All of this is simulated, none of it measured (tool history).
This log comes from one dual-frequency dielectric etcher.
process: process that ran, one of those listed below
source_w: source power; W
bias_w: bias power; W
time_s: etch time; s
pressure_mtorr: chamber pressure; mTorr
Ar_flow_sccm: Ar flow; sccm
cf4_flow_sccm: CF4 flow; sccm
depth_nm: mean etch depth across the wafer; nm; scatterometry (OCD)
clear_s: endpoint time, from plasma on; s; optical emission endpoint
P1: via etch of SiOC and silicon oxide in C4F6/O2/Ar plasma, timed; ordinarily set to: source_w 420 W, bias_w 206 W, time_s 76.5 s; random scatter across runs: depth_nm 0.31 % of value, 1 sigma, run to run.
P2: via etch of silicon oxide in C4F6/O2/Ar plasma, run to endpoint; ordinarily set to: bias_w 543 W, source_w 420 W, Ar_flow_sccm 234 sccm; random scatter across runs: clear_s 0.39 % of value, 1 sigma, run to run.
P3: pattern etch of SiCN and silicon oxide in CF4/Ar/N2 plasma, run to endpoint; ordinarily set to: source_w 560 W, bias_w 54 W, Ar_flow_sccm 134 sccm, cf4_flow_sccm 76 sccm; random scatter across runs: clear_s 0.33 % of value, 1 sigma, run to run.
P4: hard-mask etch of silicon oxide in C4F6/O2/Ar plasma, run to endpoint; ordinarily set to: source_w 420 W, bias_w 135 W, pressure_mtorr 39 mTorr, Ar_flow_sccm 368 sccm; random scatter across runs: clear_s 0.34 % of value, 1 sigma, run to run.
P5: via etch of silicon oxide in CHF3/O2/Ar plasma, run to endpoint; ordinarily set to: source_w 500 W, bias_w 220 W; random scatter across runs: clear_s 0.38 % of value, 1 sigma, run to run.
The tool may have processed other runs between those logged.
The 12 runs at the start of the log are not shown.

run,hour,process,source_w,bias_w,time_s,pressure_mtorr,Ar_flow_sccm,cf4_flow_sccm,hours since the last wet clean,hours since the last source power generator calibration,hours since the last bias power generator calibration,depth_nm,clear_s
13,67.9,P5,590,220,,,,,130.5,2041.9,363.4,,348.7
14,71.6,P2,260,543,,,234,,134.2,2045.6,367.1,,22.571
15,77,P5,500,220,,,,,139.6,2051,372.5,,370.18
16,82.1,P1,420,206,42.5,,,,144.7,2056.1,377.6,52.434,
17,88.7,P1,420,206,112,,,,151.3,2062.7,384.2,138.66,
# hour 90.1: bias power generator calibrated
18,93.3,P1,420,206,76.5,,,,155.9,2067.3,3.2,94.243,
19,99.5,P2,420,543,,,141,,162.1,2073.5,9.4,,17.861
20,106.1,P1,280,206,76.5,,,,168.7,2080.1,16,81.048,
21,110.3,P4,420,135,,39,368,,172.9,2084.3,20.2,,84.578
22,115.2,P3,560,75,,,134,76,177.8,2089.2,25.1,,11.702
23,121.8,P1,420,206,76.5,,,,184.4,2095.8,31.7,94.801,
24,126.1,P4,420,135,,39,275,,188.7,2100.1,36,,82.243

The next listed run, before its measurement:
25,132,P1,420,206,76.5,,,,194.6,2106,41.9,?,

depth_nm: 94.363 nm
